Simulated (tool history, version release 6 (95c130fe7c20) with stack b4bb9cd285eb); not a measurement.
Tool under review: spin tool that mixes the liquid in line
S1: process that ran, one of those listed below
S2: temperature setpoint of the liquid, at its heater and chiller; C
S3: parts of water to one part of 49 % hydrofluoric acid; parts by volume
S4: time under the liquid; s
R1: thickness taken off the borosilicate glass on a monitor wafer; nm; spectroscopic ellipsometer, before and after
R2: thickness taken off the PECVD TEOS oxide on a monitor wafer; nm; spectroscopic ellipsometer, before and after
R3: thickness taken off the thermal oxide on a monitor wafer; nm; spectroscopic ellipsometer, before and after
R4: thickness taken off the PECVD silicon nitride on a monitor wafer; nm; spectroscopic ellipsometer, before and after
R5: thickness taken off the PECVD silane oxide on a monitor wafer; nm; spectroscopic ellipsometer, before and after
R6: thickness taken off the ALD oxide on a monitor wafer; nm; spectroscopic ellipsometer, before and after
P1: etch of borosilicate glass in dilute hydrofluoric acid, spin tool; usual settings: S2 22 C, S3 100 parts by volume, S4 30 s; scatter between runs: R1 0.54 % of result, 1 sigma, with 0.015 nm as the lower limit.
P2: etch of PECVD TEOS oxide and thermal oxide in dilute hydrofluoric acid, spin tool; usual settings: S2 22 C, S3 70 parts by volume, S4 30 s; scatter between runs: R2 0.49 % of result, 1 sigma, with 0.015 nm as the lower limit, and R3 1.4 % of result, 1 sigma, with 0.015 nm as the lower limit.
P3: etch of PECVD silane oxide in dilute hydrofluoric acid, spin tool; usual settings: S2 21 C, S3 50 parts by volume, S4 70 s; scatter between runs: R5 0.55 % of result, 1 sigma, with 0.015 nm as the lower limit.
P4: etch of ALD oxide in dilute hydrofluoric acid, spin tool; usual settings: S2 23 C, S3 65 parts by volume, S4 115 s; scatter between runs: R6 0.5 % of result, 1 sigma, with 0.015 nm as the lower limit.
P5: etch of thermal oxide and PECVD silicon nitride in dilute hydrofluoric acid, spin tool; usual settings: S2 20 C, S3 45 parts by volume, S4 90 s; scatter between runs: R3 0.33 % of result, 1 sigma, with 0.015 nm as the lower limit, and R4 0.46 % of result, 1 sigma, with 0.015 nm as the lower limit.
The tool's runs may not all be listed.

Run 1, day 0.408: S1 P1, S2 22 C, S3 100 parts by volume, S4 30 s. Result: R1 15.171 nm.
Run 2, day 1: S1 P2, S2 27 C, S3 70 parts by volume, S4 30 s. Result: R2 13.158 nm, R3 2.2623 nm.
Run 3, day 1.583: S1 P5, S2 27 C, S3 45 parts by volume, S4 90 s. Result: R3 11.498 nm, R4 13.693 nm.
Run 4, day 2.346: S1 P5, S2 20 C, S3 45 parts by volume, S4 90 s. Result: R3 8.4707 nm, R4 8.5047 nm.
Run 5, day 2.738: S1 P3, S2 21 C, S3 50 parts by volume, S4 130 s. Result: R5 55.251 nm.
Run 6, day 3.371: S1 P1, S2 27.5 C, S3 100 parts by volume, S4 30 s. Result: R1 18.87 nm.
Run 7, day 4.146: S1 P3, S2 21 C, S3 90 parts by volume, S4 70 s. Result: R5 16.087 nm.
Run 8, day 4.738: S1 P3, S2 21 C, S3 50 parts by volume, S4 70 s. Result: R5 30.106 nm.
Run 9, day 5.262: S1 P2, S2 22 C, S3 70 parts by volume, S4 30 s. Result: R2 10.73 nm, R3 1.8124 nm.
Run 10, day 5.867: S1 P1, S2 22 C, S3 100 parts by volume, S4 30 s. Result: R1 15.205 nm.
Run 11, day 6.258: S1 P3, S2 17 C, S3 50 parts by volume, S4 70 s. Result: R5 25.293 nm.
Run 12, day 6.675: S1 P4, S2 23 C, S3 65 parts by volume, S4 115 s. Result: R6 26.599 nm.
Run 13, day 7.133: S1 P1, S2 22 C, S3 160 parts by volume, S4 30 s. Result: R1 8.9314 nm.
Run 14, day 7.7: S1 P4, S2 23 C, S3 65 parts by volume, S4 190 s. Result: R6 43.844 nm.
Run 15, day 8.083: S1 P3, S2 21 C, S3 50 parts by volume, S4 70 s. Result: R5 30.166 nm.
Run 16, day 8.671: S1 P1, S2 17 C, S3 100 parts by volume, S4 30 s. Result: R1 12.364 nm.
Run 17, day 9.15: S1 P4, S2 23 C, S3 105 parts by volume, S4 115 s. Result: R6 15.649 nm.
Run 18, day 9.821: S1 P1, S2 17 C, S3 35 parts by volume, S4 30 s. Result: R1 38.142 nm.
Run 19, day 10.238: S1 P1, S2 27 C, S3 45 parts by volume, S4 30 s. Result: R1 44.546 nm.
Run 20, day 10.946: S1 P5, S2 20 C, S3 20 parts by volume, S4 90 s. Result: R3 19.947 nm, R4 18.536 nm.
Run 21, day 11.379: S1 P2, S2 22 C, S3 95 parts by volume, S4 30 s. Result: R2 7.6667 nm, R3 1.3231 nm.
Run 22, day 11.954: S1 P1, S2 22 C, S3 100 parts by volume, S4 30 s. Result: R1 15.198 nm.
Run 23, day 12.304: S1 P5, S2 20 C, S3 45 parts by volume, S4 170 s. Result: R3 16.113 nm, R4 15.988 nm.
Run 24, day 13.058: S1 P1, S2 22 C, S3 100 parts by volume, S4 30 s. Result: R1 15.281 nm.

Run 25 comes next. What will it give?
Run 25, day 13.662: S1 P4, S2 31 C, S3 65 parts by volume, S4 115 s. Result: R6 ?.

Logged for run 25: R6 36.334 nm.
